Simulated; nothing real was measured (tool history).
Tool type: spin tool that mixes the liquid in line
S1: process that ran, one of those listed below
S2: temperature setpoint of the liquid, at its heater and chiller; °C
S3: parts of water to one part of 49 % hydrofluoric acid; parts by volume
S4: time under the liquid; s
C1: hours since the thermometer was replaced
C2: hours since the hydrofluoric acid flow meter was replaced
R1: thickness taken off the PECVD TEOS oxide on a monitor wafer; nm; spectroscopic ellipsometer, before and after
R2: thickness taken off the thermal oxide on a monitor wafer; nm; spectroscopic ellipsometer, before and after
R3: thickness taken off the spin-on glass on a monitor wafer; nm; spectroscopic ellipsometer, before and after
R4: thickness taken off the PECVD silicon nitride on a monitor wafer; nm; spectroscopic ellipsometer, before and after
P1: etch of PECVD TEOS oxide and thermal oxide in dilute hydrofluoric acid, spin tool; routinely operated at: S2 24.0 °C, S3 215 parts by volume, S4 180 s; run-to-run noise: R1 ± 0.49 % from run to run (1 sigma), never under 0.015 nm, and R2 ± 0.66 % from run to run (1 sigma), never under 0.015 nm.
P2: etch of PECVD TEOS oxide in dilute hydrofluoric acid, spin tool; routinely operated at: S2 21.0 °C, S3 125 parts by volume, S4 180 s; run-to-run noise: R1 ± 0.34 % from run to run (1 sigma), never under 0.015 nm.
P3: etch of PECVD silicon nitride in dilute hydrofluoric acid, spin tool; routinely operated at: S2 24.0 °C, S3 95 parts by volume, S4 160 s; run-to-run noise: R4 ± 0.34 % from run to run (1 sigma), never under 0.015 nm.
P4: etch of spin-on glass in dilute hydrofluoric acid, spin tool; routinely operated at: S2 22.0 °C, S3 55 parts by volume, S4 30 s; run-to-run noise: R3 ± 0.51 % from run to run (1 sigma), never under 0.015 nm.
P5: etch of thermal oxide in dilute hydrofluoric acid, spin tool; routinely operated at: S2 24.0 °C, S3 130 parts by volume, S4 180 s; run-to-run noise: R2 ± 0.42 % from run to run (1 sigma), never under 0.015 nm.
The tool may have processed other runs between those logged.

| run | day | S1 | S2 | S3 | S4 | C1 | C2 | R1 | R2 | R3 | R4 |
|---|---|---|---|---|---|---|---|---|---|---|---|
| 1 | 0.383 | P1 | 24.0 | 215 | 180 | 415.1 | 837.0 | 10.7540 | 3.46430 |  |  |
| 2 | 1.004 | P4 | 22.0 | 55 | 15 | 430.0 | 851.9 |  |  | 14.108 |  |
| 3 | 1.617 | P2 | 29.0 | 125 | 180 | 444.7 | 866.6 | 39.2480 |  |  |  |
| 4 | 2.033 | P3 | 24.0 | 95 | 160 | 454.7 | 876.6 |  |  |  | 9.3579 |
| 5 | 2.583 | P2 | 21.0 | 60 | 180 | 467.9 | 889.8 | 64.3720 |  |  |  |
| 6 | 2.988 | P1 | 24.0 | 365 | 65 | 477.6 | 899.5 | 1.9577 | 0.63001 |  |  |
| 7 | 3.658 | P1 | 24.0 | 215 | 180 | 493.7 | 915.6 | 10.8170 | 3.44640 |  |  |
| 8 | 4.092 | P5 | 30.5 | 130 | 180 | 504.1 | 926.0 |  | 7.69430 |  |  |
| 9 | 4.779 | P4 | 17.5 | 55 | 30 | 520.6 | 942.5 |  |  | 23.126 |  |
| 10 | 5.296 | P1 | 32.0 | 215 | 180 | 533.0 | 954.9 | 14.1610 | 4.59380 |  |  |
| 11 | 5.704 | P1 | 24.0 | 215 | 360 | 542.8 | 964.7 | 21.6050 | 6.95410 |  |  |
| 12 | 6.071 | P1 | 24.0 | 305 | 180 | 551.6 | 973.5 | 6.9355 | 2.21650 |  |  |
|  | 6.467 | thermometer replaced |
| 13 | 6.783 | P3 | 24.0 | 95 | 160 | 7.6 | 990.6 |  |  |  | 9.4203 |
| 14 | 7.383 | P1 | 24.0 | 215 | 180 | 22.0 | 1005.0 | 10.8100 | 3.56310 |  |  |
| 15 | 7.788 | P1 | 24.0 | 215 | 25 | 31.7 | 1014.7 | 1.5253 | 0.44684 |  |  |
| 16 | 8.229 | P3 | 24.0 | 95 | 65 | 42.3 | 1025.3 |  |  |  | 3.8179 |
| 17 | 8.775 | P5 | 24.0 | 130 | 180 | 55.4 | 1038.4 |  | 6.02090 |  |  |
| 18 | 9.288 | P3 | 24.0 | 20 | 160 | 67.7 | 1050.7 |  |  |  | 42.4830 |
| 19 | 9.762 | P1 | 24.0 | 215 | 180 | 79.1 | 1062.1 | 10.7790 | 3.47740 |  |  |
| 20 | 10.117 | P2 | 21.0 | 125 | 180 | 87.6 | 1070.6 | 28.5460 |  |  |  |
| 21 | 10.658 | P1 | 24.0 | 100 | 180 | 100.6 | 1083.6 | 26.0610 | 8.48130 |  |  |
| 22 | 11.333 | P1 | 19.0 | 215 | 180 | 116.8 | 1099.8 | 8.8895 | 2.91330 |  |  |
| 23 | 11.775 | P3 | 32.0 | 95 | 160 | 127.4 | 1110.4 |  |  |  | 15.7130 |
| 24 | 12.488 | P4 | 22.0 | 105 | 30 | 144.5 | 1127.5 |  |  | 13.936 |  |
| 25 | 12.946 | P5 | 24.0 | 130 | 85 | 155.5 | 1138.5 |  | 2.85820 |  |  |
| 26 | 13.379 | P4 | 22.0 | 55 | 30 | 165.9 | 1148.9 |  |  | 28.169 |  |
| 27 | 13.892 | P5 | 24.0 | 220 | 180 | 178.2 | 1161.2 |  | 3.24290 |  |  |
| 28 | 14.254 | P2 | 21.0 | 125 | 85 | 186.9 | 1169.9 | 13.5800 |  |  |  |
| 29 | 14.904 | P1 | 24.0 | 215 | 180 | 202.5 | 1185.5 | 10.7530 | 3.49420 |  |  |
| 30 | 15.562 | P1 | 24.0 | 215 | 180 | 218.3 | 1201.3 | 11.0140 | 3.56770 |  |  |
| 31 | 16.104 | P1 | 24.0 | 215 | 180 | 231.3 | 1214.3 | 11.1800 | 3.59150 |  |  |
| 32 | 16.479 | P1 | 24.0 | 215 | 180 | 240.3 | 1223.3 | 11.2130 | 3.57290 |  |  |
| 33 | 17.175 | P1 | 24.0 | 215 | 180 | 257.0 | 1240.0 | 11.2640 | 3.64660 |  |  |
| 34 | 17.588 | P1 | 24.0 | 215 | 180 | 266.9 | 1249.9 | 11.4750 | 3.70830 |  |  |
| 35 | 18.192 | P1 | 24.0 | 215 | 180 | 281.4 | 1264.4 | 11.3620 | 3.65940 |  |  |
| 36 | 18.529 | P1 | 24.0 | 215 | 180 | 289.5 | 1272.5 | 11.3460 | 3.66810 |  |  |
| 37 | 19.050 | P1 | 24.0 | 215 | 180 | 302.0 | 1285.0 | 11.3640 | 3.71340 |  |  |
| 38 | 19.367 | P1 | 24.0 | 215 | 180 | 309.6 | 1292.6 | 11.3620 | 3.71130 |  |  |
| 39 | 19.954 | P1 | 24.0 | 215 | 180 | 323.7 | 1306.7 | 11.3050 | 3.70660 |  |  |

Compared with where it was, what P1 gives has crept away. Each cause listed below fits the log as well as the rest, at the size given for it:
A: liquid hotter than its thermometer reads (K) = 1.53
B: hydrofluoric acid flow above the setpoint (%) = 4.64
Onset of the creep was near day 14.904.

The check runs listed below each take one wafer, and their results are still question marks. Under which run would the listed causes lead to clearly different results?
| check 1 | 20.542 | P5 | 30.0 | 200 | 180 |  |  |  | ? |  |  |
| check 2 | 20.542 | P2 | 28.0 | 125 | 85 |  |  | ? |  |  |  |
| check 3 | 20.542 | P3 | 30.5 | 25 | 160 |  |  |  |  |  | ? |
| check 4 | 20.542 | P4 | 22.0 | 95 | 30 |  |  |  |  | ? |  |

What each check would give under each cause:
| check | result | if A | if B |
|---|---|---|---|
| check 1 | R2 | 4.72890 | 4.74730 |
| check 2 | R1 | 18.8190 | 18.7380 |
| check 3 | R4 | 58.9180 | 55.7400 |
| check 4 | R3 | 16.540 | 16.356 |
Gap, in per cent, between the two causes that each check separates least, read from the result that separates them most: check 1 0.39 %; check 2 0.43 %; check 3 5.54 %; check 4 1.12 %
The causes can be told apart only by check 3. The other checks would give nearly the same results under each of them.

After running check 3, the following was obtained: R4 55.4500 nm. Which cause does this point to?

It is B: hydrofluoric acid flow above the setpoint (%).

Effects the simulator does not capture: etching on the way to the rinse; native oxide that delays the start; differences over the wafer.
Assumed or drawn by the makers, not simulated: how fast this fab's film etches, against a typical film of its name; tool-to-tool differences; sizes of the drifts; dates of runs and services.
